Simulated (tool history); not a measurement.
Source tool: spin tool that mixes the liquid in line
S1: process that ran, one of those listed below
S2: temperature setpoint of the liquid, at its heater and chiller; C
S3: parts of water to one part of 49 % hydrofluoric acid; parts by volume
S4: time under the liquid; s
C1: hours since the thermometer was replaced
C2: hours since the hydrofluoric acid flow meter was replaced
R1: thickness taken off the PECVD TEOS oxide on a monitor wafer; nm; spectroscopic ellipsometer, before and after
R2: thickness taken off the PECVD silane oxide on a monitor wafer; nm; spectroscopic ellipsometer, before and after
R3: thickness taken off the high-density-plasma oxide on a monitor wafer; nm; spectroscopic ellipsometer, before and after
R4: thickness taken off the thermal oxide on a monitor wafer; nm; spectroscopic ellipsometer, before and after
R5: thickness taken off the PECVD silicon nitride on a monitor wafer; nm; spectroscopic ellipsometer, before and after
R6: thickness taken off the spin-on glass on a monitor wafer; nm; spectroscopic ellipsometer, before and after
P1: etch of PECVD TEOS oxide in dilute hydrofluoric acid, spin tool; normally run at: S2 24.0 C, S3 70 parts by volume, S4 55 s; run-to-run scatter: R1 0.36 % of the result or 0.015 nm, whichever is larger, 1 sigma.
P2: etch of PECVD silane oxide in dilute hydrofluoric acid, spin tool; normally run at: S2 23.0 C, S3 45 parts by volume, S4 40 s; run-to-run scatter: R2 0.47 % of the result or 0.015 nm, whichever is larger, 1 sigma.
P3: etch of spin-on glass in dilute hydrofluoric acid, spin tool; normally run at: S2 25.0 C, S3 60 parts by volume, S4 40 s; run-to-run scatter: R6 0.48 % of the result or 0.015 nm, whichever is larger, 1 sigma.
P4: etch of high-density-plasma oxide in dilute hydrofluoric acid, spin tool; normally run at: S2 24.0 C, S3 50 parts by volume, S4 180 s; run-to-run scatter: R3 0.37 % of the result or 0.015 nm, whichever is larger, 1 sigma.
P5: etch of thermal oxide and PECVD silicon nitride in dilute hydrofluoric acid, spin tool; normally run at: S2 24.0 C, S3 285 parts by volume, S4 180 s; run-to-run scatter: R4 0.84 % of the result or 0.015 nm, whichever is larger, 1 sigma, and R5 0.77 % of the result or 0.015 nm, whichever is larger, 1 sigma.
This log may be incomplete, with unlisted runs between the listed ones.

run	hour	S1	S2	S3	S4	C1	C2	R1	R2	R3	R4	R5	R6
1	8.8	P1	24.0	70	55	602.2	310.3	23.490					
2	18.1	P2	23.0	70	40	611.5	319.6		12.6930				
3	25.2	P1	24.0	110	55	618.6	326.7	14.153					
4	30.8	P4	24.0	50	90	624.2	332.3			9.6702			
5	38.0	P1	24.0	70	55	631.4	339.5	23.590					
6	46.6	P4	24.0	80	180	640.0	348.1			11.6310			
7	54.8	P5	19.0	285	180	648.2	356.3				1.9484	2.6356	
8	60.1	P1	28.0	70	55	653.5	361.6	27.505					
9	66.0	P1	24.0	70	55	659.4	367.5	23.306					
10	73.7	P3	25.0	60	15	667.1	375.2						12.350
11	81.8	P1	17.0	70	55	675.2	383.3	17.393					
12	90.1	P3	25.0	30	40	683.5	391.6						69.250
13	98.1	P5	24.0	285	325	691.5	399.6				4.3114	6.5558	
14	107.2	P4	24.0	50	180	700.6	408.7			19.2200			
15	115.0	P1	24.0	20	55	708.4	416.5	87.556					
16	124.3	P3	17.0	60	40	717.7	425.8						23.648
17	131.0	P3	25.0	60	40	724.4	432.5						33.110
18	140.4	P5	24.0	415	180	733.8	441.9				1.4493	2.4802	
19	147.3	P1	24.0	70	55	740.7	448.8	23.329					
20	152.5	P1	24.0	70	55	745.9	454.0	23.462					
21	162.2	P2	23.0	45	15	755.6	463.7		7.5481				
22	167.6	P2	23.0	45	40	761.0	469.1		20.3540				
23	176.3	P1	24.0	70	110	769.7	477.8	46.883					
24	186.7	P1	24.0	70	25	780.1	488.2	10.553					
25	195.2	P5	24.0	285	180	788.6	496.7				2.3925	3.6680	
26	201.0	P1	27.5	20	55	794.4	502.5	101.230					
27	207.9	P4	30.5	50	180	801.3	509.4			25.2880			
28	214.4	P2	31.0	45	40	807.8	515.9		28.0500				
29	221.6	P3	25.0	60	40	815.0	523.1						33.339
30	231.5	P1	24.0	70	55	824.9	533.0	23.477					
31	236.7	P1	24.0	70	55	830.1	538.2	23.422					
32	245.1	P1	24.0	70	55	838.5	546.6	24.131					
33	250.8	P1	24.0	70	55	844.2	552.3	24.481					
34	257.4	P1	24.0	70	55	850.8	558.9	24.786					
35	265.7	P1	24.0	70	55	859.1	567.2	25.043					
36	271.8	P1	24.0	70	55	865.2	573.3	25.133					
37	277.9	P1	24.0	70	55	871.3	579.4	25.225					
38	285.9	P1	24.0	70	55	879.3	587.4	25.314					
39	292.0	P1	24.0	70	55	885.4	593.5	25.377					
40	297.5	P1	24.0	70	55	890.9	599.0	25.478					

The output of P1 has drifted from where it used to be. Each of the 2 causes below, taken at the size shown beside it, accounts for the log equally well:
A: hydrofluoric acid flow above the setpoint (%) = 7.44
B: liquid hotter than its thermometer reads (K) = 1.95
The process output started creeping at around hour 236.7.

Each of the check runs listed below is run on 2 wafers and reports their average, with the results left as question marks. Pick the one under which the possible causes would lead to clearly different results.
check 1	303.0	P3	25.0	40	15								?
check 2	303.0	P2	30.0	45	25				?				
check 3	303.0	P4	30.5	50	115					?			
check 4	303.0	P5	24.0	285	305						?	?	

What every check run would give for each of its results, assuming each possible cause in turn:
check	result	if A	if B
check 1	R6	20.647	20.732
check 2	R2	18.1760	18.1690
check 3	R3	17.2920	17.2660
check 4	R4	4.4122	4.3079
check 4	R5	6.5619	6.8800
Minimum pairwise separation of causes per check, each pair taken at its best-separating result: check 1 0.41 %; check 2 0.04 %; check 3 0.15 %; check 4 4.73 %
Check 4 distinguishes between the causes, while the remaining checks would return nearly the same result for all of them.

The results of check 4 are: R4 4.2934 nm; R5 6.9024 nm. Based on these, which of the listed causes is it?

It was cause B: liquid hotter than its thermometer reads (K).
